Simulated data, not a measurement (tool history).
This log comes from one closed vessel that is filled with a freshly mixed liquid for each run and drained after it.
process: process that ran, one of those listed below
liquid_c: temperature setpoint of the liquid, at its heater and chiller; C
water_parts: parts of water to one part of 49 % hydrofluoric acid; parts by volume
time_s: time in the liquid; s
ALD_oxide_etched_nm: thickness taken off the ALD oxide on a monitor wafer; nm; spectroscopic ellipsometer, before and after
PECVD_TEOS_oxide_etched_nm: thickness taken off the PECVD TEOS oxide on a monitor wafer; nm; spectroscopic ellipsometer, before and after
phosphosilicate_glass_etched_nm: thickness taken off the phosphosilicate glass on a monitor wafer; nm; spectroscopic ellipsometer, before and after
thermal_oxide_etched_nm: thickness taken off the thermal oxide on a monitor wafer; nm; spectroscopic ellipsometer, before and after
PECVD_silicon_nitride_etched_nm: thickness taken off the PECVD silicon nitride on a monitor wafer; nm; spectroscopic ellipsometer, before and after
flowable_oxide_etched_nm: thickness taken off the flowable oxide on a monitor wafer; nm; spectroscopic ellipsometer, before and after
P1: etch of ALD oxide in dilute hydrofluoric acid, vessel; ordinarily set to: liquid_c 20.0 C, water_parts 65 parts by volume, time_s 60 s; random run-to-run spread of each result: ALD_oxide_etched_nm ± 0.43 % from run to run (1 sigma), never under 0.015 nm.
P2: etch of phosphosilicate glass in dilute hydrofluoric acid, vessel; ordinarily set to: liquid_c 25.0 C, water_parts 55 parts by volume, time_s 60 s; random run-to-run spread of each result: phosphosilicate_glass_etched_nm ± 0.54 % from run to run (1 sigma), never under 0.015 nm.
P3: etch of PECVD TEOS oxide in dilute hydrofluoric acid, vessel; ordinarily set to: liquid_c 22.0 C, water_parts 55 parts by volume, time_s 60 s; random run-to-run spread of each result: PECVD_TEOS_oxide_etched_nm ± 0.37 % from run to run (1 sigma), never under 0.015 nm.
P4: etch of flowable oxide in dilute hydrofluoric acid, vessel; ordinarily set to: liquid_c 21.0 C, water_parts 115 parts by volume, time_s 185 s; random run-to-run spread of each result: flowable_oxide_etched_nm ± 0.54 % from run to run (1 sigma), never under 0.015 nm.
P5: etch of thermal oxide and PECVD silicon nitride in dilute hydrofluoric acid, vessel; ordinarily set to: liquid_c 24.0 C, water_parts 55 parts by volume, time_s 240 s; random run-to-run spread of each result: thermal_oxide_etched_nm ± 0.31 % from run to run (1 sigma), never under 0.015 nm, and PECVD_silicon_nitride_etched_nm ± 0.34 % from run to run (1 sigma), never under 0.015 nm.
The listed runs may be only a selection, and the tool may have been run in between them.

run   hour  process  liquid_c  water_parts  time_s  hours since the thermometer was replaced  hours since the hydrofluoric acid flow meter was replaced  ALD_oxide_etched_nm  PECVD_TEOS_oxide_etched_nm  phosphosilicate_glass_etched_nm  thermal_oxide_etched_nm  PECVD_silicon_nitride_etched_nm  flowable_oxide_etched_nm
  1    3.4       P1      20.0           65      60                                    1267.0                                                      253.7               27.293
  2    8.4       P1      20.0           65      60                                    1272.0                                                      258.7               27.294
  3   13.8       P3      22.0           30      60                                    1277.4                                                      264.1                                           23.390
  4   19.0       P1      26.0           65      60                                    1282.6                                                      269.3               34.677
  5   25.7       P2      25.0           55      60                                    1289.3                                                      276.0                                                                           172.570
  6   29.2       P5      24.0           55     240                                    1292.8                                                      279.5                                                                                                    21.2960                           7.1231
  7   34.1       P4      17.0          115     185                                    1297.7                                                      284.4                                                                                                                                                                33.819
  8   37.6       P1      20.0           65     115                                    1301.2                                                      287.9               52.224
  9   41.7       P5      24.0           55     240                                    1305.3                                                      292.0                                                                                                    21.1150                           7.0960
 10   46.6       P1      20.0           90      85                                    1310.2                                                      296.9               27.214
 11   53.4       P5      24.0           30     240                                    1317.0                                                      303.7                                                                                                    40.3400                          12.9270
 12   57.9       P5      18.0           55     240                                    1321.5                                                      308.2                                                                                                    16.4710                           4.7108
 13   61.8       P1      20.0           35     100                                    1325.4                                                      312.1               87.211
 14   65.2       P4      21.0          115     350                                    1328.8                                                      315.5                                                                                                                                                                75.608
 15   71.7       P1      20.0           65      60                                    1335.3                                                      322.0               27.449
 16   77.2       P4      21.0          115     185                                    1340.8                                                      327.5                                                                                                                                                                40.459
 17   81.3       P3      28.5           55      60                                    1344.9                                                      331.6                                           16.094
 18   85.6       P2      18.5           55      60                                    1349.2                                                      335.9                                                                           130.540
 19   90.0       P5      24.0           55      85                                    1353.6                                                      340.3                                                                                                     7.4635                           2.5079
 20   96.1       P1      20.0          110      60                                    1359.7                                                      346.4               15.261
 21  100.0       P4      21.0          115     185                                    1363.6                                                      350.3                                                                                                                                                                40.130
 22  105.8       P1      20.0           65      60                                    1369.4                                                      356.1               27.281
 23  109.8       P3      22.0           55      60                                    1373.4                                                      360.1                                           12.406
     111.8  -- hydrofluoric acid flow meter replaced
 24  113.4       P2      25.0           55     110                                    1377.0                                                        1.6                                                                           316.430
 25  116.9       P1      17.0           65      60                                    1380.5                                                        5.1               24.264
 26  122.9       P1      20.0           20      60                                    1386.5                                                       11.1               92.749
 27  126.8       P1      20.0           65      30                                    1390.4                                                       15.0               13.600
 28  131.1       P3      22.0           55      60                                    1394.7                                                       19.3                                           12.426
 29  134.7       P4      21.0           20     185                                    1398.3                                                       22.9                                                                                                                                                               259.990
 30  140.9       P1      20.0           65      60                                    1404.5                                                       29.1               27.459
 31  147.4       P2      25.0           95      60                                    1411.0                                                       35.6                                                                            94.725
 32  151.3       P1      20.0           65      60                                    1414.9                                                       39.5               27.260
 33  158.2       P3      22.0           55      90                                    1421.8                                                       46.4                                           18.690
 34  164.8       P1      20.0           65      60                                    1428.4                                                       53.0               27.083
 35  170.7       P1      20.0           65      60                                    1434.3                                                       58.9               26.246
 36  174.4       P1      20.0           65      60                                    1438.0                                                       62.6               25.848
 37  179.1       P1      20.0           65      60                                    1442.7                                                       67.3               25.622
 38  184.5       P1      20.0           65      60                                    1448.1                                                       72.7               25.383
 39  190.9       P1      20.0           65      60                                    1454.5                                                       79.1               25.226
 40  197.3       P1      20.0           65      60                                    1460.9                                                       85.5               25.225
 41  203.1       P1      20.0           65      60                                    1466.7                                                       91.3               25.192
 42  206.4       P1      20.0           65      60                                    1470.0                                                       94.6               25.018

P1 no longer gives what it gave before; its output has crept away from where it was. The following 2 causes, each at its listed size, fit the log equally well:
A: hydrofluoric acid flow below the setpoint (%) = 7.39
B: liquid colder than its thermometer reads (K) = 1.96
The gradual shift began around hour 164.8.

4 check runs are offered, one wafer each, their results left as question marks. Which one tells the causes apart?
check 1  209.7       P2      25.0           55      60                                                                                                                                                                                      ?
check 2  209.7       P4      21.0          115     185                                                                                                                                                                                                                                                                          ?
check 3  209.7       P5      24.0           55     240                                                                                                                                                                                                               ?                                ?
check 4  209.7       P3      22.0           55      60                                                                                                                                                     ?

Expected result of each check under each candidate cause:
  check                           result     if A     if B
check 1  phosphosilicate_glass_etched_nm  157.830  158.200
check 2         flowable_oxide_etched_nm   36.715   36.983
check 3          thermal_oxide_etched_nm  19.4940  19.5250
check 3  PECVD_silicon_nitride_etched_nm   6.6150   6.2453
check 4       PECVD_TEOS_oxide_etched_nm   11.410   11.410
Per check, the gap between the least separated pair of causes, taken in the result that splits them most: check 1 0.24 %; check 2 0.73 %; check 3 5.75 %; check 4 0 %
Check 3 tells the causes apart: in the others they would give nearly the same result.

The results of check 3 are: thermal_oxide_etched_nm 19.4550 nm; PECVD_silicon_nitride_etched_nm 6.6371 nm. Based on these, which of the listed causes is it?

It was cause A: hydrofluoric acid flow below the setpoint (%).

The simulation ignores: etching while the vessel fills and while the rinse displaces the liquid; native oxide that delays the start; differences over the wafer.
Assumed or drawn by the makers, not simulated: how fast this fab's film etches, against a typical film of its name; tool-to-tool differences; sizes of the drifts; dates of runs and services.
